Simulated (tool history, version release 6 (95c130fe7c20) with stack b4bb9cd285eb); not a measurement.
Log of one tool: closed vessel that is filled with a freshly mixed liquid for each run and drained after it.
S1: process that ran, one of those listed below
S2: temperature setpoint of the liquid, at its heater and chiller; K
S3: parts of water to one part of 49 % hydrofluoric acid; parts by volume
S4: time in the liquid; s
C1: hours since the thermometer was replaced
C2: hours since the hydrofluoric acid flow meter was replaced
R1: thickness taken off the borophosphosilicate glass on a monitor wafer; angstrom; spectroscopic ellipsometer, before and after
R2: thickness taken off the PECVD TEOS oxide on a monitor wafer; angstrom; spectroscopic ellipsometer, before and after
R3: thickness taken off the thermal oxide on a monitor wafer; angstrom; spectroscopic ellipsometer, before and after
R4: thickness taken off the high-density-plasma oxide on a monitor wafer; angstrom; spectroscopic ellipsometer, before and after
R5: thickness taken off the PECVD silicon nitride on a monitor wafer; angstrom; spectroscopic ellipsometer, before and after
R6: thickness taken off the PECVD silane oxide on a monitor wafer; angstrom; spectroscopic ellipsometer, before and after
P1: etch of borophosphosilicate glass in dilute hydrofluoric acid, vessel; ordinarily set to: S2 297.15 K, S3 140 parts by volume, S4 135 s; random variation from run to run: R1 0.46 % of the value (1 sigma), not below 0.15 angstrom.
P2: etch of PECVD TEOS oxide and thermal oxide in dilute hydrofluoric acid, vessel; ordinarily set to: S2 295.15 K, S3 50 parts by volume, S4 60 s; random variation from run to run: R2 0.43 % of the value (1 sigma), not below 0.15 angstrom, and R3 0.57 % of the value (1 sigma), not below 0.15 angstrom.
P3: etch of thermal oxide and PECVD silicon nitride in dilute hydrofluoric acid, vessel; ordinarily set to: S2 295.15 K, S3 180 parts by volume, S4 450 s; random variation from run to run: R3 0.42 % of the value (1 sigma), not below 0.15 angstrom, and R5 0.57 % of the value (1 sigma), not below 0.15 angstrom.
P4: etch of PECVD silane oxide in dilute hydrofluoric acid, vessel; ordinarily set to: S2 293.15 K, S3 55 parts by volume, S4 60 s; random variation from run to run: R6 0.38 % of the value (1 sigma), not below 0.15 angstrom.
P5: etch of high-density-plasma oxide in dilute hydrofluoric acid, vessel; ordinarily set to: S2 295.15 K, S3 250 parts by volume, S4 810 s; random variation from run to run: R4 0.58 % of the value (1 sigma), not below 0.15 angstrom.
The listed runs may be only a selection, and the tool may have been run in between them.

run 1 hour=15.2 | S1=P1 S2=297.15 S3=140 S4=135 | C1=338.6 C2=883.8 | R1=500.510
run 2 hour=29.4 | S1=P2 S2=295.15 S3=90 S4=60 | C1=352.8 C2=898.0 | R2=82.986 R3=28.834
run 3 hour=37.9 | S1=P5 S2=295.15 S3=250 S4=810 | C1=361.3 C2=906.5 | R4=155.490
run 4 hour=53.6 | S1=P3 S2=295.15 S3=180 S4=450 | C1=377.0 C2=922.2 | R3=93.990 R5=62.733
run 5 hour=68.2 | S1=P4 S2=293.15 S3=90 S4=60 | C1=391.6 C2=936.8 | R6=90.86
run 6 hour=85.1 | S1=P2 S2=295.15 S3=50 S4=110 | C1=408.5 C2=953.7 | R2=286.590 R3=100.050
run 7 hour=96.0 | S1=P5 S2=303.65 S3=250 S4=810 | C1=419.4 C2=964.6 | R4=209.550
run 8 hour=106.2 | S1=P1 S2=297.15 S3=225 S4=30 | C1=429.6 C2=974.8 | R1=63.155
run 9 hour=114.8 | S1=P1 S2=297.15 S3=140 S4=135 | C1=438.2 C2=983.4 | R1=501.330
run 10 hour=131.5 | S1=P5 S2=295.15 S3=365 S4=810 | C1=454.9 C2=1000.1 | R4=95.718
run 11 hour=144.4 | S1=P2 S2=295.15 S3=50 S4=60 | C1=467.8 C2=1013.0 | R2=155.770 R3=54.356
run 12 hour=156.3 | S1=P3 S2=295.15 S3=180 S4=865 | C1=479.7 C2=1024.9 | R3=179.820 R5=120.520
run 13 hour=164.7 | S1=P1 S2=297.15 S3=65 S4=65 | C1=488.1 C2=1033.3 | R1=574.830
run 14 hour=180.4 | S1=P1 S2=297.15 S3=220 S4=135 | C1=503.8 C2=1049.0 | R1=292.340
run 15 hour=198.2 | S1=P3 S2=295.15 S3=180 S4=450 | C1=521.6 C2=1066.8 | R3=93.881 R5=62.909
run 16 hour=208.9 | S1=P4 S2=293.15 S3=55 S4=100 | C1=532.3 C2=1077.5 | R6=259.77
run 17 hour=218.9 | S1=P5 S2=295.15 S3=250 S4=810 | C1=542.3 C2=1087.5 | R4=157.070
run 18 hour=235.3 | S1=P2 S2=300.65 S3=50 S4=60 | C1=558.7 C2=1103.9 | R2=194.300 R3=67.796
run 19 hour=246.9 | S1=P3 S2=295.15 S3=110 S4=450 | C1=570.3 C2=1115.5 | R3=164.590 R5=102.390
run 20 hour=260.6 | S1=P3 S2=290.15 S3=180 S4=450 | C1=584.0 C2=1129.2 | R3=76.978 R5=45.219
run 21 hour=270.1 | S1=P2 S2=295.15 S3=50 S4=60 | C1=593.5 C2=1138.7 | R2=155.960 R3=54.822
run 22 hour=285.3 | S1=P4 S2=301.15 S3=55 S4=60 | C1=608.7 C2=1153.9 | R6=213.83
run 23 hour=301.4 | S1=P1 S2=297.15 S3=140 S4=45 | C1=624.8 C2=1170.0 | R1=168.020
run 24 hour=316.2 | S1=P1 S2=293.15 S3=140 S4=135 | C1=639.6 C2=1184.8 | R1=423.340
run 25 hour=328.1 | S1=P1 S2=297.15 S3=140 S4=135 | C1=651.5 C2=1196.7 | R1=496.170
run 26 hour=345.3 | S1=P1 S2=297.15 S3=35 S4=135 | C1=668.7 C2=1213.9 | R1=2287.600
run 27 hour=354.4 | S1=P5 S2=295.15 S3=250 S4=80 | C1=677.8 C2=1223.0 | R4=15.114
run 28 hour=371.9 | S1=P1 S2=297.15 S3=140 S4=195 | C1=695.3 C2=1240.5 | R1=717.820
run 29 hour=382.3 | S1=P4 S2=293.15 S3=55 S4=60 | C1=705.7 C2=1250.9 | R6=154.43
run 30 hour=393.7 | S1=P1 S2=297.15 S3=140 S4=135 | C1=717.1 C2=1262.3 | R1=497.870
run 31 hour=410.5 | S1=P1 S2=305.15 S3=140 S4=135 | C1=733.9 C2=1279.1 | R1=672.320
run 32 hour=428.7 | S1=P1 S2=297.15 S3=140 S4=135 | C1=752.1 C2=1297.3 | R1=500.300
run 33 hour=441.6 | S1=P1 S2=297.15 S3=140 S4=135 | C1=765.0 C2=1310.2 | R1=514.740
run 34 hour=458.9 | S1=P1 S2=297.15 S3=140 S4=135 | C1=782.3 C2=1327.5 | R1=525.840
run 35 hour=472.6 | S1=P1 S2=297.15 S3=140 S4=135 | C1=796.0 C2=1341.2 | R1=533.430
run 36 hour=486.9 | S1=P1 S2=297.15 S3=140 S4=135 | C1=810.3 C2=1355.5 | R1=537.940
run 37 hour=504.8 | S1=P1 S2=297.15 S3=140 S4=135 | C1=828.2 C2=1373.4 | R1=539.540
run 38 hour=519.4 | S1=P1 S2=297.15 S3=140 S4=135 | C1=842.8 C2=1388.0 | R1=540.860
run 39 hour=532.8 | S1=P1 S2=297.15 S3=140 S4=135 | C1=856.2 C2=1401.4 | R1=548.710
run 40 hour=546.8 | S1=P1 S2=297.15 S3=140 S4=135 | C1=870.2 C2=1415.4 | R1=544.260
run 41 hour=563.8 | S1=P1 S2=297.15 S3=140 S4=135 | C1=887.2 C2=1432.4 | R1=542.810
run 42 hour=572.0 | S1=P1 S2=297.15 S3=140 S4=135 | C1=895.4 C2=1440.6 | R1=543.350
run 43 hour=582.1 | S1=P1 S2=297.15 S3=140 S4=135 | C1=905.5 C2=1450.7 | R1=547.040

Compared with where it was, what P1 gives has crept away. Each cause listed below fits the log as well as the rest, at the size given for it:
A: liquid hotter than its thermometer reads (K) = 2.33
B: hydrofluoric acid flow above the setpoint (%) = 7.95
Onset of the creep was near hour 428.7.

Below are 4 check runs, each on a single wafer, with their results shown as question marks. Which of them would tell the listed causes apart, meaning the causes would give clearly different results under it?
run check 1 hour=592.2 | S1=P3 S2=290.15 S3=180 S4=665 | R3=? R5=?
run check 2 hour=592.2 | S1=P4 S2=298.65 S3=85 S4=60 | R6=?
run check 3 hour=592.2 | S1=P2 S2=295.15 S3=85 S4=85 | R2=? R3=?
run check 4 hour=592.2 | S1=P5 S2=300.15 S3=250 S4=85 | R4=?

Expected result of each check under each candidate cause:
check=check_1 result=R3 if_A=124.820 if_B=124.350
check=check_1 result=R5 if_A=78.074 if_B=71.855
check=check_2 result=R6 if_A=132.02 if_B=131.17
check=check_3 result=R2 if_A=136.900 if_B=135.540
check=check_3 result=R3 if_A=47.891 if_B=47.415
check=check_4 result=R4 if_A=21.184 if_B=21.554
How far apart the two closest causes lie, in the result that separates them most: check 1 8.3 %; check 2 0.65 %; check 3 1 %; check 4 1.74 %
The causes can be told apart only by check 1. The other checks would give nearly the same results under each of them.

Check 1 was then run and gave: R3 124.270 angstrom; R5 78.004 angstrom. Which cause is it?

Of the candidate causes, it is A: liquid hotter than its thermometer reads (K).
